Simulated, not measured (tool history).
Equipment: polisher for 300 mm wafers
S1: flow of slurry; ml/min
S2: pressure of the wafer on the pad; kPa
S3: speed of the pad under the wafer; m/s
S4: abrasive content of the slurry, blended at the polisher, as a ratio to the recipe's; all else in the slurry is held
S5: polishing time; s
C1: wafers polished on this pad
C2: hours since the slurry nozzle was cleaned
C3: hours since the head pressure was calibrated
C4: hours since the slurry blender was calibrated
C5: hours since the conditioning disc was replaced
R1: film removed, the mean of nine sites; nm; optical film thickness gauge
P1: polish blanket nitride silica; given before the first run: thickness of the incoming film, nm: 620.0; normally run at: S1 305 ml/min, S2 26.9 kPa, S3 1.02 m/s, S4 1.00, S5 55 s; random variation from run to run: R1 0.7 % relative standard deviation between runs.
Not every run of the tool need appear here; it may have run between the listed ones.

run 1 day=0.283 | S1=305 S2=26.9 S3=1.02 S4=1.00 S5=55 | C1=474 C2=56.0 C3=137.9 C4=128.3 C5=71.9 | R1=38.577
run 2 day=0.642 | S1=305 S2=26.9 S3=1.02 S4=0.50 S5=55 | C1=565 C2=64.6 C3=146.5 C4=136.9 C5=80.5 | R1=26.599
run 3 day=0.921 | S1=305 S2=26.9 S3=1.02 S4=1.00 S5=55 | C1=635 C2=71.3 C3=153.2 C4=143.6 C5=87.2 | R1=38.963
run 4 day=1.104 | S1=185 S2=26.9 S3=1.02 S4=1.00 S5=81 | C1=681 C2=75.7 C3=157.6 C4=148.0 C5=91.6 | R1=54.379
run 5 day=1.292 | S1=305 S2=26.9 S3=1.02 S4=1.00 S5=55 | C1=728 C2=80.2 C3=162.1 C4=152.5 C5=96.1 | R1=39.276
run 6 day=1.679 | S1=305 S2=38.6 S3=1.02 S4=1.00 S5=55 | C1=825 C2=89.5 C3=171.4 C4=161.8 C5=105.4 | R1=55.973
run 7 day=2.088 | S1=305 S2=40.7 S3=1.02 S4=1.00 S5=36 | C1=928 C2=99.3 C3=181.2 C4=171.6 C5=115.2 | R1=38.673
run 8 day=2.467 | S1=305 S2=26.9 S3=1.36 S4=0.65 S5=55 | C1=1023 C2=108.4 C3=190.3 C4=180.7 C5=124.3 | R1=39.452
run 9 day=2.675 | S1=305 S2=26.9 S3=1.02 S4=1.25 S5=55 | C1=1075 C2=113.4 C3=195.3 C4=185.7 C5=129.3 | R1=43.139
-- day=2.842 slurry nozzle cleaned
run 10 day=2.854 | S1=305 S2=26.9 S3=0.48 S4=1.00 S5=55 | C1=1120 C2=0.3 C3=199.6 C4=190.0 C5=133.6 | R1=21.410
run 11 day=3.192 | S1=185 S2=26.9 S3=1.02 S4=1.00 S5=55 | C1=1205 C2=8.4 C3=207.7 C4=198.1 C5=141.7 | R1=36.760
run 12 day=3.600 | S1=430 S2=26.9 S3=1.02 S4=1.00 S5=55 | C1=1308 C2=18.2 C3=217.5 C4=207.9 C5=151.5 | R1=40.042
run 13 day=3.779 | S1=305 S2=26.9 S3=1.02 S4=1.00 S5=85 | C1=1353 C2=22.5 C3=221.8 C4=212.2 C5=155.8 | R1=59.625
run 14 day=4.179 | S1=305 S2=26.9 S3=1.02 S4=1.00 S5=55 | C1=1453 C2=32.1 C3=231.4 C4=221.8 C5=165.4 | R1=39.375
run 15 day=4.588 | S1=305 S2=26.9 S3=1.38 S4=1.00 S5=55 | C1=1556 C2=41.9 C3=241.2 C4=231.6 C5=175.2 | R1=50.003
-- day=4.704 head pressure recalibrated
run 16 day=4.954 | S1=305 S2=26.9 S3=1.02 S4=1.00 S5=30 | C1=1648 C2=50.7 C3=6.1 C4=240.4 C5=184.0 | R1=21.324
run 17 day=5.146 | S1=305 S2=26.9 S3=1.02 S4=1.00 S5=55 | C1=1696 C2=55.3 C3=10.7 C4=245.0 C5=188.6 | R1=39.356
run 18 day=5.429 | S1=305 S2=26.9 S3=1.02 S4=1.00 S5=55 | C1=1767 C2=62.1 C3=17.5 C4=251.8 C5=195.4 | R1=38.880
run 19 day=5.796 | S1=305 S2=17.9 S3=1.02 S4=1.00 S5=55 | C1=1859 C2=70.9 C3=26.3 C4=260.6 C5=204.2 | R1=26.097
run 20 day=6.204 | S1=305 S2=26.9 S3=1.02 S4=1.00 S5=55 | C1=1962 C2=80.7 C3=36.1 C4=270.4 C5=214.0 | R1=39.372
run 21 day=6.446 | S1=305 S2=26.9 S3=1.02 S4=1.00 S5=55 | C1=2023 C2=86.5 C3=41.9 C4=276.2 C5=219.8 | R1=37.460
run 22 day=6.638 | S1=305 S2=26.9 S3=1.02 S4=1.00 S5=55 | C1=2071 C2=91.1 C3=46.5 C4=280.8 C5=224.4 | R1=36.350
run 23 day=6.825 | S1=305 S2=26.9 S3=1.02 S4=1.00 S5=55 | C1=2118 C2=95.6 C3=51.0 C4=285.3 C5=228.9 | R1=35.861
run 24 day=7.104 | S1=305 S2=26.9 S3=1.02 S4=1.00 S5=55 | C1=2188 C2=102.3 C3=57.7 C4=292.0 C5=235.6 | R1=35.179
-- day=7.471 head pressure recalibrated
-- day=7.483 conditioning disc replaced and pad reconditioned
run 25 day=7.492 | S1=305 S2=26.9 S3=1.02 S4=1.00 S5=55 | C1=2285 C2=111.6 C3=0.6 C4=301.3 C5=0.3 | R1=35.419
run 26 day=7.762 | S1=305 S2=26.9 S3=1.02 S4=1.00 S5=55 | C1=2353 C2=118.1 C3=7.1 C4=307.8 C5=6.8 | R1=34.485
run 27 day=7.950 | S1=305 S2=26.9 S3=1.02 S4=1.00 S5=55 | C1=2401 C2=122.6 C3=11.6 C4=312.3 C5=11.3 | R1=34.700
run 28 day=8.238 | S1=305 S2=26.9 S3=1.02 S4=1.00 S5=55 | C1=2473 C2=129.5 C3=18.5 C4=319.2 C5=18.2 | R1=34.125
run 29 day=8.446 | S1=305 S2=26.9 S3=1.02 S4=1.00 S5=55 | C1=2525 C2=134.5 C3=23.5 C4=324.2 C5=23.2 | R1=34.002
run 30 day=8.646 | S1=305 S2=26.9 S3=1.02 S4=1.00 S5=55 | C1=2575 C2=139.3 C3=28.3 C4=329.0 C5=28.0 | R1=34.031
run 31 day=8.979 | S1=305 S2=26.9 S3=1.02 S4=1.00 S5=55 | C1=2659 C2=147.3 C3=36.3 C4=337.0 C5=36.0 | R1=34.388

P1 no longer gives what it gave before; its output has crept away from where it was. The following 2 causes, each at its listed size, fit the log equally well:
A: abrasive missing from the slurry, % = 24.1
B: removal rate lost through wear of the pad, % = 12.6
The process output started creeping at around day 6.204.
Excluded causes, each with its reason:
slurry flow missing at the pad, %: at most 40, which would move R1 by -5.6 %: too little, or the wrong way
head's pressure below its setpoint, %: maintenance at day 7.471, after the shift began, did not return the process to its former output
time polished since the conditioner stopped cutting, s: maintenance at day 7.483, after the shift began, did not return the process to its former output

The list below offers 4 check runs, each averaging the results of 2 wafers, and shows each result as a question mark. For which of them would the listed causes give clearly different results?
run check 1 day=9.312 | S1=305 S2=26.9 S3=0.68 S4=1.00 S5=70 | R1=?
run check 2 day=9.312 | S1=375 S2=26.9 S3=1.02 S4=0.55 S5=55 | R1=?
run check 3 day=9.312 | S1=200 S2=26.9 S3=1.02 S4=1.00 S5=84 | R1=?
run check 4 day=9.312 | S1=305 S2=26.9 S3=0.48 S4=0.85 S5=55 | R1=?

How each check would come out, cause by cause:
check=check_1 result=R1 if_A=31.297 if_B=31.302
check=check_2 result=R1 if_A=24.209 if_B=25.206
check=check_3 result=R1 if_A=49.637 if_B=49.644
check=check_4 result=R1 if_A=17.037 if_B=17.231
How far apart the two closest causes lie, in the result that separates them most: check 1 0.01 %; check 2 4.04 %; check 3 0.01 %; check 4 1.13 %
Check 2 distinguishes between the causes, while the remaining checks would return nearly the same result for all of them.

After running check 2, the following was obtained: R1 25.232 nm. Which cause does this point to?

It was cause B: removal rate lost through wear of the pad, %.
